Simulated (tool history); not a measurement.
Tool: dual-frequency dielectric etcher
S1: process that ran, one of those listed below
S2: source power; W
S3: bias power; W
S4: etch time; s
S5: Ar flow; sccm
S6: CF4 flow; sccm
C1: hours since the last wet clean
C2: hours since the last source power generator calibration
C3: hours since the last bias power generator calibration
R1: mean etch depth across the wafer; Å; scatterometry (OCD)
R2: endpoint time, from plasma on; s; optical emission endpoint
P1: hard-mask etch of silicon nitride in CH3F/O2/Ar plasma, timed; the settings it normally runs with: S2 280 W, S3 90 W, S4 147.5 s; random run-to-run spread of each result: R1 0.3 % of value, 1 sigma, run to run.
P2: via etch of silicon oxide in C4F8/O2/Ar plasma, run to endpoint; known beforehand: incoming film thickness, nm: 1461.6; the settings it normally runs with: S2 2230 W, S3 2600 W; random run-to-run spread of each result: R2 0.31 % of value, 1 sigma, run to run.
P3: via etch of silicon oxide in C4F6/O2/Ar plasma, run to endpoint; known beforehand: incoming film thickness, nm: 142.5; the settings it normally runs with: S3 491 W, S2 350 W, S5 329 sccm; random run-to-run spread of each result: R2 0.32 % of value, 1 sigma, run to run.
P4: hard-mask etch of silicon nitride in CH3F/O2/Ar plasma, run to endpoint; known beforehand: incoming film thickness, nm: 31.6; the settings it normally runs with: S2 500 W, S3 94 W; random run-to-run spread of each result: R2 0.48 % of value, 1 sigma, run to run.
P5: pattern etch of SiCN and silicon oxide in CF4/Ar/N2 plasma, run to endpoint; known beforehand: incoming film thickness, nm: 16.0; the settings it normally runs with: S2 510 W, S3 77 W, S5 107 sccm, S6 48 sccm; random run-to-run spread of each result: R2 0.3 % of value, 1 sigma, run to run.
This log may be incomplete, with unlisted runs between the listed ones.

run	hour	S1	S2	S3	S4	S5	S6	C1	C2	C3	R1	R2
1	4.3	P1	280	90	147.5			169.9	2261.2	1168.5	971.59	
2	9.3	P1	280	54	147.5			174.9	2266.2	1173.5	807.70	
3	13.7	P1	280	90	147.5			179.3	2270.6	1177.9	966.35	
4	17.0	P1	280	90	147.5			182.6	2273.9	1181.2	968.01	
5	21.2	P5	650	77		107	48	186.8	2278.1	1185.4		13.811
6	25.9	P1	280	123	147.5			191.5	2282.8	1190.1	1086.50	
7	29.8	P3	350	491		197		195.4	2286.7	1194.0		32.646
8	33.8	P5	510	77		107	58	199.4	2290.7	1198.0		16.635
9	37.4	P2	2230	2600				203.0	2294.3	1201.6		269.240
10	41.5	P1	280	90	147.5			207.1	2298.4	1205.7	962.96	
11	45.6	P5	510	77		151	48	211.2	2302.5	1209.8		17.989
12	49.8	P1	230	90	147.5			215.4	2306.7	1214.0	901.45	
13	52.7	P4	500	94				218.3	2309.6	1216.9		39.044
14	55.6	P4	500	130				221.2	2312.5	1219.8		34.574
15	59.6	P1	280	90	92.0			225.2	2316.5	1223.8	602.40	
16	64.4	P1	280	90	147.5			230.0	2321.3	1228.6	967.55	
17	68.5	P3	350	357		329		234.1	2325.4	1232.7		39.015
18	72.3	P1	380	90	147.5			237.9	2329.2	1236.5	1082.70	
19	75.9	P1	360	90	208.5			241.5	2332.8	1240.1	1503.30	
20	79.9	P3	350	491		329		245.5	2336.8	1244.1		34.661
21	82.7	P2	2230	3651				248.3	2339.6	1246.9		242.440
22	87.0	P1	280	90	147.5			252.6	2343.9	1251.2	964.37	
23	90.7	P5	510	100		107	48	256.3	2347.6	1254.9		15.470
24	95.6	P5	510	77		107	48	261.2	2352.5	1259.8		17.018
25	99.2	P1	280	90	201.5			264.8	2356.1	1263.4	1321.80	
26	101.8	P3	480	491		329		267.4	2358.7	1266.0		30.809

Forecast run 27:
27	106.0	P3	350	491		329		271.6	2362.9	1270.2		?

R2: 34.654 s
